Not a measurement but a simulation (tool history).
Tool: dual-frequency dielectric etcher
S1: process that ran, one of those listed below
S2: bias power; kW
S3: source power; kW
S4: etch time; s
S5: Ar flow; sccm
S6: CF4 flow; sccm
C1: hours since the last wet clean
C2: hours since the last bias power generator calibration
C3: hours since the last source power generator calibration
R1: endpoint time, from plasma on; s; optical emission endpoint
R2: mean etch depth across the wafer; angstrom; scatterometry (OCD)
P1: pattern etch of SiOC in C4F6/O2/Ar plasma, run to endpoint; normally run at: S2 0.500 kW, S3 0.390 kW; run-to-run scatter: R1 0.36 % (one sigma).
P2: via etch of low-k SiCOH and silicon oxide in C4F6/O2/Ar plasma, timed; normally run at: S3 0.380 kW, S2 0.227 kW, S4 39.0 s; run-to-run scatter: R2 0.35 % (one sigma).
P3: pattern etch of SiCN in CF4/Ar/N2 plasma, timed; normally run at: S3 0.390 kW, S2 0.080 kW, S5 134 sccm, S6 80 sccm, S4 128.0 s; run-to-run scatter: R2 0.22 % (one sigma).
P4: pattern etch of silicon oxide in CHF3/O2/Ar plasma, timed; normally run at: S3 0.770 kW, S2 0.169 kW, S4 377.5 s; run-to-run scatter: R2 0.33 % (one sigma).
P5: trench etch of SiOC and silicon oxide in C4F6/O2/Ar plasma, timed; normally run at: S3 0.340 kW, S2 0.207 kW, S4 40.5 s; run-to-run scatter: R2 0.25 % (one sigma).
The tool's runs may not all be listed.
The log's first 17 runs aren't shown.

run   hour  S1     S2     S3     S4   S5   S6     C1      C2     C3      R1        R2
 18  256.2  P3  0.080  0.540  128.0  134   80   63.3  1040.2  149.5           1312.60
 19  264.8  P1  0.500  0.550                    71.9  1048.8  158.1  13.416
 20  281.6  P1  0.395  0.530                    88.7  1065.6  174.9  14.907
 21  298.8  P5  0.207  0.470   40.5            105.9  1082.8  192.1            877.82
 22  308.1  P3  0.080  0.390  128.0  134   80  115.2  1092.1  201.4            985.98
 23  319.0  P4  0.169  0.770  377.5            126.1  1103.0  212.3           7935.40
 24  331.3  P1  0.392  0.390                   138.4  1115.3  224.6  16.651
 25  344.9  P2  0.227  0.380   39.0            152.0  1128.9  238.2            974.54
 26  353.9  P4  0.169  0.770  377.5            161.0  1137.9  247.2           7934.10
 27  362.5  P4  0.169  0.500  377.5            169.6  1146.5  255.8           6698.30
 28  371.6  P3  0.080  0.390  128.0  134   80  178.7  1155.6  264.9            986.17
 29  386.3  P4  0.169  0.770  508.5            193.4  1170.3  279.6          10630.00
 30  398.3  P3  0.080  0.390  128.0  134  109  205.4  1182.3  291.6           1034.30
 31  415.8  P2  0.227  0.380   21.5            222.9  1199.8  309.1            539.49
 32  434.1  P1  0.500  0.390                   241.2  1218.1  327.4  15.220
 33  444.9  P1  0.500  0.390                   252.0  1228.9  338.2  15.263
 34  459.7  P1  0.500  0.390                   266.8  1243.7  353.0  15.432
 35  474.4  P1  0.500  0.390                   281.5  1258.4  367.7  15.349

The next listed run, before its measurement:
 36  484.8  P1  0.500  0.390              291.9  1268.8  378.1   ?

R1: 15.416 s
